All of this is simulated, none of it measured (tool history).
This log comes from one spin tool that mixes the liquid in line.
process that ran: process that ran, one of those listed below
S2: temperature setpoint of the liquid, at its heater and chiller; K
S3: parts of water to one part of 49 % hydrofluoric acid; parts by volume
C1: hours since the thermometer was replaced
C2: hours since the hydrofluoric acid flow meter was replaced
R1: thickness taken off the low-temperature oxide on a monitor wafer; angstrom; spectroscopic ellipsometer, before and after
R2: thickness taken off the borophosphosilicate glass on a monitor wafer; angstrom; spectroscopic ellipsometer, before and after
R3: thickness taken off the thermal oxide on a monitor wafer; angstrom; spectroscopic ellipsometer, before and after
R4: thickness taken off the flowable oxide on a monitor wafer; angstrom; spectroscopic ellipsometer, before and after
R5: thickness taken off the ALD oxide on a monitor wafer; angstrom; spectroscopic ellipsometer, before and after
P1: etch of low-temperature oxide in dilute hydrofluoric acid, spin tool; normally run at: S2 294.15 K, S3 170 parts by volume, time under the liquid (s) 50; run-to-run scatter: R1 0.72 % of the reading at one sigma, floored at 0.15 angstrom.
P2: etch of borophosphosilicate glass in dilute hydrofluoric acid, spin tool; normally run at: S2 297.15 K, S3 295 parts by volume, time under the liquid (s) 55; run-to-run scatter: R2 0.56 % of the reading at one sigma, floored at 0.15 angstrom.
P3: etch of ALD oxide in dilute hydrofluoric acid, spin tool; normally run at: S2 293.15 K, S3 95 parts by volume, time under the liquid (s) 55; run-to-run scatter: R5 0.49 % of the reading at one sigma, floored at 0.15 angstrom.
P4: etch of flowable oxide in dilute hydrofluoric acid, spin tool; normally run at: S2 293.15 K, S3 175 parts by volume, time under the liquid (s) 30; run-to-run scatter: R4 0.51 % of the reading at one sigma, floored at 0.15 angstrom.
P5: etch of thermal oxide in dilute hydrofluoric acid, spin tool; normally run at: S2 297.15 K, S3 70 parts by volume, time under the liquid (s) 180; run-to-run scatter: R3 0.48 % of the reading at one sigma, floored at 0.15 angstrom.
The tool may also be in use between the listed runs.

Run 1, hour 4.6: process that ran P1, S2 294.15 K, S3 170 parts by volume, time under the liquid (s) 50; C1 1236.7; C2 576.1. Result: R1 39.072 angstrom.
Run 2, hour 7.9: process that ran P2, S2 297.15 K, S3 295 parts by volume, time under the liquid (s) 55; C1 1240; C2 579.4. Result: R2 63.116 angstrom.
Run 3, hour 13.3: process that ran P1, S2 294.15 K, S3 170 parts by volume, time under the liquid (s) 50; C1 1245.4; C2 584.8. Result: R1 39.352 angstrom.
Run 4, hour 16.6: process that ran P1, S2 294.15 K, S3 170 parts by volume, time under the liquid (s) 50; C1 1248.7; C2 588.1. Result: R1 39.052 angstrom.
Run 5, hour 19.3: process that ran P5, S2 291.15 K, S3 70 parts by volume, time under the liquid (s) 180; C1 1251.4; C2 590.8. Result: R3 94.787 angstrom.
Run 6, hour 24: process that ran P4, S2 293.15 K, S3 175 parts by volume, time under the liquid (s) 30; C1 1256.1; C2 595.5. Result: R4 74.134 angstrom.
Run 7, hour 29.8: process that ran P5, S2 297.15 K, S3 70 parts by volume, time under the liquid (s) 180; C1 1261.9; C2 601.3. Result: R3 121.99 angstrom.
Run 8, hour 34.1: process that ran P1, S2 290.15 K, S3 170 parts by volume, time under the liquid (s) 50; C1 1266.2; C2 605.6. Result: R1 34.01 angstrom.
Run 9, hour 38.4: process that ran P2, S2 297.15 K, S3 295 parts by volume, time under the liquid (s) 15; C1 1270.5; C2 609.9. Result: R2 17.314 angstrom.
Run 10, hour 42.4: process that ran P4, S2 293.15 K, S3 175 parts by volume, time under the liquid (s) 15; C1 1274.5; C2 613.9. Result: R4 37.637 angstrom.
Run 11, hour 47.9: process that ran P1, S2 294.15 K, S3 80 parts by volume, time under the liquid (s) 25; C1 1280; C2 619.4. Result: R1 46.003 angstrom.
Run 12, hour 53.5: process that ran P1, S2 294.15 K, S3 280 parts by volume, time under the liquid (s) 90; C1 1285.6; C2 625. Result: R1 38.485 angstrom.
Run 13, hour 57.4: process that ran P2, S2 297.15 K, S3 520 parts by volume, time under the liquid (s) 55; C1 1289.5; C2 628.9. Result: R2 29.142 angstrom.
Run 14, hour 61.7: process that ran P5, S2 297.15 K, S3 120 parts by volume, time under the liquid (s) 180; C1 1293.8; C2 633.2. Result: R3 66.972 angstrom.
Run 15, hour 66.3: process that ran P4, S2 293.15 K, S3 45 parts by volume, time under the liquid (s) 30; C1 1298.4; C2 637.8. Result: R4 332.93 angstrom.
Run 16, hour 70.9: process that ran P1, S2 294.15 K, S3 170 parts by volume, time under the liquid (s) 50; C1 1303; C2 642.4. Result: R1 39.667 angstrom.
Run 17, hour 74.8: process that ran P2, S2 297.15 K, S3 295 parts by volume, time under the liquid (s) 55; C1 1306.9; C2 646.3. Result: R2 62.849 angstrom.
Run 18, hour 79.8: process that ran P4, S2 301.15 K, S3 175 parts by volume, time under the liquid (s) 30; C1 1311.9; C2 651.3. Result: R4 100.81 angstrom.
Run 19, hour 83.9: process that ran P3, S2 293.15 K, S3 40 parts by volume, time under the liquid (s) 55; C1 1316; C2 655.4. Result: R5 166.84 angstrom.
Run 20, hour 88.3: process that ran P5, S2 297.15 K, S3 70 parts by volume, time under the liquid (s) 350; C1 1320.4; C2 659.8. Result: R3 236.69 angstrom.
At hour 93.3: thermometer replaced.
Run 21, hour 93.6: process that ran P1, S2 300.15 K, S3 170 parts by volume, time under the liquid (s) 50; C1 0.4; C2 665.1. Result: R1 49.329 angstrom.
Run 22, hour 96.2: process that ran P1, S2 300.15 K, S3 265 parts by volume, time under the liquid (s) 50; C1 3; C2 667.7. Result: R1 28.266 angstrom.
Run 23, hour 101.6: process that ran P1, S2 294.15 K, S3 70 parts by volume, time under the liquid (s) 50; C1 8.4; C2 673.1. Result: R1 106.75 angstrom.
Run 24, hour 106.8: process that ran P3, S2 293.15 K, S3 95 parts by volume, time under the liquid (s) 15; C1 13.6; C2 678.3. Result: R5 17.939 angstrom.
Run 25, hour 109.7: process that ran P3, S2 293.15 K, S3 95 parts by volume, time under the liquid (s) 55; C1 16.5; C2 681.2. Result: R5 65.845 angstrom.
Run 26, hour 114.3: process that ran P2, S2 303.15 K, S3 295 parts by volume, time under the liquid (s) 55; C1 21.1; C2 685.8. Result: R2 77.207 angstrom.
Run 27, hour 118.2: process that ran P1, S2 294.15 K, S3 170 parts by volume, time under the liquid (s) 15; C1 25; C2 689.7. Result: R1 11.778 angstrom.
Run 28, hour 121.7: process that ran P1, S2 294.15 K, S3 170 parts by volume, time under the liquid (s) 95; C1 28.5; C2 693.2. Result: R1 74.891 angstrom.
Run 29, hour 125.2: process that ran P3, S2 290.15 K, S3 95 parts by volume, time under the liquid (s) 55; C1 32; C2 696.7. Result: R5 57.949 angstrom.
Run 30, hour 130.2: process that ran P1, S2 294.15 K, S3 275 parts by volume, time under the liquid (s) 50; C1 37; C2 701.7. Result: R1 21.729 angstrom.
Run 31, hour 133.2: process that ran P1, S2 294.15 K, S3 170 parts by volume, time under the liquid (s) 50; C1 40; C2 704.7. Result: R1 39.248 angstrom.
Run 32, hour 137.2: process that ran P1, S2 294.15 K, S3 170 parts by volume, time under the liquid (s) 50; C1 44; C2 708.7. Result: R1 39.219 angstrom.
Run 33, hour 141.8: process that ran P1, S2 294.15 K, S3 170 parts by volume, time under the liquid (s) 50; C1 48.6; C2 713.3. Result: R1 37.951 angstrom.
Run 34, hour 147: process that ran P1, S2 294.15 K, S3 170 parts by volume, time under the liquid (s) 50; C1 53.8; C2 718.5. Result: R1 36.993 angstrom.
Run 35, hour 151: process that ran P1, S2 294.15 K, S3 170 parts by volume, time under the liquid (s) 50; C1 57.8; C2 722.5. Result: R1 36.105 angstrom.
Run 36, hour 154.5: process that ran P1, S2 294.15 K, S3 170 parts by volume, time under the liquid (s) 50; C1 61.3; C2 726. Result: R1 35.723 angstrom.
Run 37, hour 159.9: process that ran P1, S2 294.15 K, S3 170 parts by volume, time under the liquid (s) 50; C1 66.7; C2 731.4. Result: R1 35.976 angstrom.
Run 38, hour 163.5: process that ran P1, S2 294.15 K, S3 170 parts by volume, time under the liquid (s) 50; C1 70.3; C2 735. Result: R1 36.177 angstrom.
Run 39, hour 168.6: process that ran P1, S2 294.15 K, S3 170 parts by volume, time under the liquid (s) 50; C1 75.4; C2 740.1. Result: R1 35.89 angstrom.
Run 40, hour 172.7: process that ran P1, S2 294.15 K, S3 170 parts by volume, time under the liquid (s) 50; C1 79.5; C2 744.2. Result: R1 36.51 angstrom.

The log shows P1 creeping away from where it was. Any of the 2 causes listed here, at the size stated for it, fits the log just as well as the others:
A: hydrofluoric acid flow below the setpoint (%) = 7.82
B: liquid colder than its thermometer reads (K) = 2.45
Creep in the process output first set in at about hour 137.2.

Which of the 4 check runs listed below, each an average over 2 wafers with its results shown as question marks, gives clearly different results under the different listed causes?
Run check 1, hour 176.8: process that ran P3, S2 293.15 K, S3 95 parts by volume, time under the liquid (s) 30. Result: R5 ?.
Run check 2, hour 176.8: process that ran P4, S2 299.15 K, S3 175 parts by volume, time under the liquid (s) 30. Result: R4 ?.
Run check 3, hour 176.8: process that ran P5, S2 297.15 K, S3 120 parts by volume, time under the liquid (s) 345. Result: R3 ?.
Run check 4, hour 176.8: process that ran P2, S2 297.15 K, S3 515 parts by volume, time under the liquid (s) 55. Result: R2 ?.

Predicted outcomes, by check and by cause:
  check  result    if A    if B
check 1      R5  32.828  32.449
check 2      R4  84.744  85.355
check 3      R3  116.97  116.58
check 4      R2  26.428  27.493
Per-check spread between the two closest causes, in the result where they differ most: check 1 1.16 %; check 2 0.72 %; check 3 0.33 %; check 4 3.95 %
Check 4 distinguishes between the causes, while the remaining checks would return nearly the same result for all of them.

Then check 4 was run and gave: R2 27.517 angstrom. Which cause is it?

B is the cause: liquid colder than its thermometer reads (K).

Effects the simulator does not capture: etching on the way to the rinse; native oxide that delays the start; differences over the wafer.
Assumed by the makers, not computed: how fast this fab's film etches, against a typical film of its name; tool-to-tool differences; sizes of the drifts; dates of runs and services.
